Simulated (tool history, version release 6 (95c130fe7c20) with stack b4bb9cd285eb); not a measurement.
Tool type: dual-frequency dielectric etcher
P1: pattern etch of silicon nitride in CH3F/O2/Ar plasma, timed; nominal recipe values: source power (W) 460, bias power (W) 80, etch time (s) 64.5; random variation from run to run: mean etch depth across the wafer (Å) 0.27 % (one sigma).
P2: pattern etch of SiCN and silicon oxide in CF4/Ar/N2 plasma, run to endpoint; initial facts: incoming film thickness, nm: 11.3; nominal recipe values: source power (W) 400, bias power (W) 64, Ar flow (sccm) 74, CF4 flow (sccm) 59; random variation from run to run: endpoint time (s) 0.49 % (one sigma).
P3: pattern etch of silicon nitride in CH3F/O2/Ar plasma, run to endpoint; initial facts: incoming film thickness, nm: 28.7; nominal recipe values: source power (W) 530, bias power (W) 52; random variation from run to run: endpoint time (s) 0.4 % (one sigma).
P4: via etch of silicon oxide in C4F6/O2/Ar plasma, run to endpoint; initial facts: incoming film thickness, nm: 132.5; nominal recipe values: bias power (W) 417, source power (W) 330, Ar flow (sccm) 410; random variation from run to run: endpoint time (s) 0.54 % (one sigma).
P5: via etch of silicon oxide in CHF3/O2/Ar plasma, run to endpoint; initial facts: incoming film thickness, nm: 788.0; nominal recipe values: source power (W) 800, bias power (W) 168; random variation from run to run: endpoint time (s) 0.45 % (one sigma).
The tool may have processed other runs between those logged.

run,hour,process that ran,source power (W),bias power (W),etch time (s),Ar flow (sccm),CF4 flow (sccm),hours since the last wet clean,hours since the last source power generator calibration,hours since the last bias power generator calibration,mean etch depth across the wafer (Å),endpoint time (s)
1,8.2,P1,460,80,64.5,,,184.8,1856.2,452.5,489.59,
2,17.2,P3,530,52,,,,193.8,1865.2,461.5,,41.358
3,23.4,P4,330,417,,317,,200,1871.4,467.7,,32.903
4,31.8,P1,460,59,64.5,,,208.4,1879.8,476.1,441.97,
5,39.6,P1,460,80,64.5,,,216.2,1887.6,483.9,488.91,
6,44.4,P5,800,168,,,,221,1892.4,488.7,,354.75
7,50.8,P1,460,80,64.5,,,227.4,1898.8,495.1,490.43,
8,55.4,P4,450,417,,410,,232,1903.4,499.7,,30.036
9,61,P1,460,80,64.5,,,237.6,1909,505.3,489.44,
10,69.1,P1,460,103,64.5,,,245.7,1917.1,513.4,536.8,
11,78.1,P1,460,80,64.5,,,254.7,1926.1,522.4,488.48,
12,85.7,P1,590,67,64.5,,,262.3,1933.7,530,508.16,
13,94.4,P2,320,64,,74,59,271,1942.4,538.7,,17.887
14,102,P5,800,217,,,,278.6,1950,546.3,,323.86
15,109.7,P1,290,80,94,,,286.3,1957.7,554,601.57,
16,115.3,P1,460,80,44,,,291.9,1963.3,559.6,333.54,
17,123.4,P2,400,64,,74,36,300,1971.4,567.7,,15.775
18,131.7,P2,400,78,,74,59,308.3,1979.7,576,,13.821
19,137.9,P3,430,52,,,,314.5,1985.9,582.2,,44.727
# hour 142.4: source power generator calibrated
20,142.8,P1,280,80,64.5,,,319.4,0.4,587.1,405.96,
21,148.6,P1,460,80,64.5,,,325.2,6.2,592.9,488.45,
22,154.8,P1,460,103,49,,,331.4,12.4,599.1,405.3,
# hour 159.7: bias power generator calibrated
23,161.4,P3,530,52,,,,338,19,1.7,,41.284
24,166.4,P1,460,80,64.5,,,343,24,6.7,488.03,
25,174.3,P4,330,541,,410,,350.9,31.9,14.6,,30.73
26,182.5,P4,330,417,,410,,359.1,40.1,22.8,,34.048
27,190,P3,530,64,,,,366.6,47.6,30.3,,38.949
28,198.5,P2,400,64,,52,59,375.1,56.1,38.8,,13.936

Estimate the outcome of run 29 from the log above:
29,207.1,P5,1130,168,,,,383.7,64.7,47.4,,?

Run 29 measured endpoint time (s) 311.71.

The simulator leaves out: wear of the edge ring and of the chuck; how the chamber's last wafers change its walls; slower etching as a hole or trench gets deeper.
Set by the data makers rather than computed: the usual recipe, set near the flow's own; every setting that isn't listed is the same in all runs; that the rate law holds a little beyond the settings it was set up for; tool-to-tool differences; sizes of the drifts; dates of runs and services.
